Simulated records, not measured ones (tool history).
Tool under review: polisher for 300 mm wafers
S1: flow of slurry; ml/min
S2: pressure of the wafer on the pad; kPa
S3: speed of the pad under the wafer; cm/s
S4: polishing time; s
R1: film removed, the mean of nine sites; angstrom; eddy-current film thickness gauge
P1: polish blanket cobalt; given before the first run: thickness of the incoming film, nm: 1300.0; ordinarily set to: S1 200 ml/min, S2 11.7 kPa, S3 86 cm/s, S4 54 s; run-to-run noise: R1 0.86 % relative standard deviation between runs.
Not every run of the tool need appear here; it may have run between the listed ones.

| run | hour | S1 | S2 | S3 | S4 | R1 |
|---|---|---|---|---|---|---|
| 1 | 5.7 | 200 | 11.7 | 86 | 54 | 2013.2 |
| 2 | 14.7 | 200 | 11.7 | 38 | 54 | 907.48 |
| 3 | 19.1 | 200 | 11.7 | 86 | 54 | 2054.3 |
| 4 | 25.7 | 200 | 5.5 | 86 | 54 | 945.11 |
| 5 | 34.5 | 200 | 11.7 | 86 | 25 | 943.59 |
| 6 | 42.2 | 200 | 11.7 | 86 | 54 | 2070.3 |
| 7 | 48.2 | 300 | 11.7 | 86 | 54 | 2114.7 |
| 8 | 53.7 | 200 | 11.7 | 136 | 54 | 3219.2 |
| 9 | 61.6 | 305 | 11.7 | 86 | 78 | 3087 |
|  | 66.5 | worn pad replaced by a new one |
| 10 | 69.7 | 200 | 11.7 | 86 | 54 | 2040.6 |
| 11 | 74.1 | 200 | 16.5 | 86 | 54 | 2893 |
| 12 | 79.1 | 200 | 11.7 | 86 | 54 | 2038.1 |
| 13 | 87.5 | 200 | 11.7 | 86 | 83 | 3162.2 |
| 14 | 91.8 | 120 | 11.7 | 86 | 54 | 1880.8 |
| 15 | 95.8 | 120 | 17.9 | 86 | 54 | 2889.2 |
| 16 | 104.3 | 200 | 11.7 | 86 | 54 | 2066.3 |
| 17 | 112.6 | 200 | 11.7 | 86 | 54 | 2007.4 |
| 18 | 116.7 | 200 | 11.7 | 86 | 54 | 2018 |
| 19 | 125.7 | 200 | 11.7 | 86 | 54 | 1966.9 |
| 20 | 133.6 | 200 | 11.7 | 86 | 54 | 1913.5 |
| 21 | 142.1 | 200 | 11.7 | 86 | 54 | 1910.9 |
| 22 | 147.8 | 200 | 11.7 | 86 | 54 | 1938.6 |
| 23 | 152.4 | 200 | 11.7 | 86 | 54 | 1903.7 |
|  | 154.4 | worn pad replaced by a new one |
| 24 | 157.8 | 200 | 11.7 | 86 | 54 | 1911.8 |
| 25 | 163.3 | 200 | 11.7 | 86 | 54 | 1882.1 |
| 26 | 168.3 | 200 | 11.7 | 86 | 54 | 1892.2 |
| 27 | 176.7 | 200 | 11.7 | 86 | 54 | 1916.1 |

The log shows P1 creeping away from where it was. Any of the 2 causes listed here, at the size stated for it, fits the log just as well as the others:
A: head's pressure below its setpoint, % = 7.18
B: slurry flow missing at the pad, % = 36.2
The creep began at about hour 104.3.
Other possible causes, and why each is ruled out:
removal rate lost through wear of the pad, %: serviced at hour 154.4, which brought nothing back

4 check runs are offered, each on 2 wafers whose results are averaged, their results left as question marks. Which one tells the causes apart?
| check 1 | 185.1 | 200 | 6.2 | 86 | 27 | ? |
| check 2 | 185.1 | 200 | 16.5 | 126 | 54 | ? |
| check 3 | 185.1 | 120 | 11.7 | 46 | 54 | ? |
| check 4 | 185.1 | 200 | 16.5 | 86 | 82 | ? |

Predicted outcomes, by check and by cause:
| check | result | if A | if B |
|---|---|---|---|
| check 1 | R1 | 502.73 | 502.76 |
| check 2 | R1 | 3928.3 | 3928.5 |
| check 3 | R1 | 931 | 891.39 |
| check 4 | R1 | 4071.5 | 4071.7 |
Per-check spread between the two closest causes, in the result where they differ most: check 1 0.01 %; check 2 0.01 %; check 3 4.35 %; check 4 0.01 %
The causes can be told apart only by check 3. The other checks would give nearly the same results under each of them.

After running check 3, the following was obtained: R1 886.26 angstrom. Which cause does this point to?

It was cause B: slurry flow missing at the pad, %.
